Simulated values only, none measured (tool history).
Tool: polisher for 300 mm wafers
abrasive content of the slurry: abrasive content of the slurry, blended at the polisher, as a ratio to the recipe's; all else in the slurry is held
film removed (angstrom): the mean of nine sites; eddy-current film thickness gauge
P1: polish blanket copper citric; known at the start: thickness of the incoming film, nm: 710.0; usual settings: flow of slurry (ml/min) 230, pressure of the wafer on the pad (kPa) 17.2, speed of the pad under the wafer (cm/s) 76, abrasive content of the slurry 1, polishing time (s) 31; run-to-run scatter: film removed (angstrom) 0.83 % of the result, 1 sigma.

run   hour  flow of slurry (ml/min)  pressure of the wafer on the pad (kPa)  speed of the pad under the wafer (cm/s)  abrasive content of the slurry  polishing time (s)  wafers polished on this pad  hours since the slurry nozzle was cleaned  hours since the head pressure was calibrated  hours since the slurry blender was calibrated  film removed (angstrom)
  1    5.6                      230                                    17.2                                       76                               1                  31                          910                                      418.8                                         407.9                                          222.1                   522.85
  2    8.8                      230                                    17.2                                       76                               1                  14                          933                                        422                                         411.1                                          225.3                   231.88
  3   14.3                      340                                    17.2                                       76                               1                  31                          974                                      427.5                                         416.6                                          230.8                   534.84
  4   18.9                      230                                    17.2                                       44                               1                  31                         1007                                      432.1                                         421.2                                          235.4                   307.84
  5   22.8                      230                                      11                                       76                               1                  31                         1036                                        436                                         425.1                                          239.3                   342.07
  6   26.6                      230                                    17.2                                       76                               1                  48                         1064                                      439.8                                         428.9                                          243.1                    802.6
  7   29.5                      230                                    27.6                                       76                               1                  31                         1085                                      442.7                                         431.8                                            246                   816.71
  8   32.5                      230                                    17.2                                       76                               1                  31                         1107                                      445.7                                         434.8                                            249                    519.9
  9   38.3                      230                                    17.2                                       76                             0.5                  31                         1150                                      451.5                                         440.6                                          254.8                   447.43
 10   44.4                      230                                    17.2                                       76                               1                  31                         1194                                      457.6                                         446.7                                          260.9                   520.54
 11   48.7                      230                                    17.2                                       76                               1                  31                         1226                                      461.9                                           451                                          265.2                   512.18
 12   53.6                      230                                    17.2                                       76                             1.5                  31                         1262                                      466.8                                         455.9                                          270.1                   563.15
 13   56.8                      315                                    11.7                                       76                               1                  31                         1285                                        470                                         459.1                                          273.3                   367.76
 14     61                      140                                    17.2                                       76                               1                  31                         1316                                      474.2                                         463.3                                          277.5                   480.65
      63.2  -- head pressure recalibrated
 15   65.2                      230                                    17.2                                      106                               1                  31                         1347                                      478.4                                           2.1                                          281.7                   723.38
 16   68.5                      230                                    17.2                                       76                               1                  31                         1371                                      481.7                                           5.4                                            285                   521.29
 17   71.4                      230                                    17.2                                       76                               1                  31                         1392                                      484.6                                           8.3                                          287.9                   521.27
 18   74.3                      230                                    17.2                                       76                               1                  31                         1414                                      487.5                                          11.2                                          290.8                   512.86
 19   80.5                      230                                    17.2                                       76                               1                  31                         1459                                      493.7                                          17.4                                            297                   500.92
 20   85.1                      230                                    17.2                                       76                               1                  31                         1493                                      498.3                                            22                                          301.6                    490.6
 21   87.8                      230                                    17.2                                       76                               1                  31                         1513                                        501                                          24.7                                          304.3                   491.58
 22     91                      230                                    17.2                                       76                               1                  31                         1536                                      504.2                                          27.9                                          307.5                   488.42
      93.7  -- slurry blender recalibrated
      94.9  -- head pressure recalibrated
 23   95.8                      230                                    17.2                                       76                               1                  31                         1571                                        509                                             1                                            2.2                   487.43
 24    100                      230                                    17.2                                       76                               1                  31                         1602                                      513.2                                           5.2                                            6.4                   488.24
 25  103.4                      230                                    17.2                                       76                               1                  31                         1627                                      516.6                                           8.6                                            9.8                   483.68
 26  106.2                      230                                    17.2                                       76                               1                  31                         1648                                      519.4                                          11.4                                           12.6                   490.38
 27  110.4                      230                                    17.2                                       76                               1                  31                         1678                                      523.6                                          15.6                                           16.8                   483.85
 28  115.3                      230                                    17.2                                       76                               1                  31                         1714                                      528.5                                          20.5                                           21.7                   481.33

What P1 gives has crept away from where it was. These 2 causes fit the log equally well, each at the size given:
A: removal rate lost through wear of the pad, % = 6.6
B: slurry flow missing at the pad, % = 37.7
The creep began at about hour 71.4.
Why every other cause is out:
head's pressure below its setpoint, %: serviced at hour 94.9, which brought nothing back
abrasive missing from the slurry, %: serviced at hour 93.7, which brought nothing back

4 check runs are offered, each on 3 wafers whose results are averaged, their results left as question marks. Which one tells the causes apart?
check 1  120.2                      230                                    17.2                                       76                             0.6                  31                                                                                                                                                                                             ?
check 2  120.2                      230                                    17.2                                       76                            0.65                  46                                                                                                                                                                                             ?
check 3  120.2                      230                                    26.9                                      104                               1                  31                                                                                                                                                                                             ?
check 4  120.2                      140                                    17.2                                       76                               1                  31                                                                                                                                                                                             ?

What each check would give under each cause:
  check                   result    if A    if B
check 1  film removed (angstrom)  435.49  435.51
check 2  film removed (angstrom)  656.75  656.78
check 3  film removed (angstrom)  1013.1  1013.2
check 4  film removed (angstrom)   450.4  433.09
How far apart the two closest causes lie, in the result that separates them most: check 1 0 %; check 2 0 %; check 3 0 %; check 4 3.92 %
Only check 4 tells the causes apart: in the others they would give nearly the same result.

Check 4 was then run and gave: film removed (angstrom) 455.24. Which cause is it?

It is A: removal rate lost through wear of the pad, %.
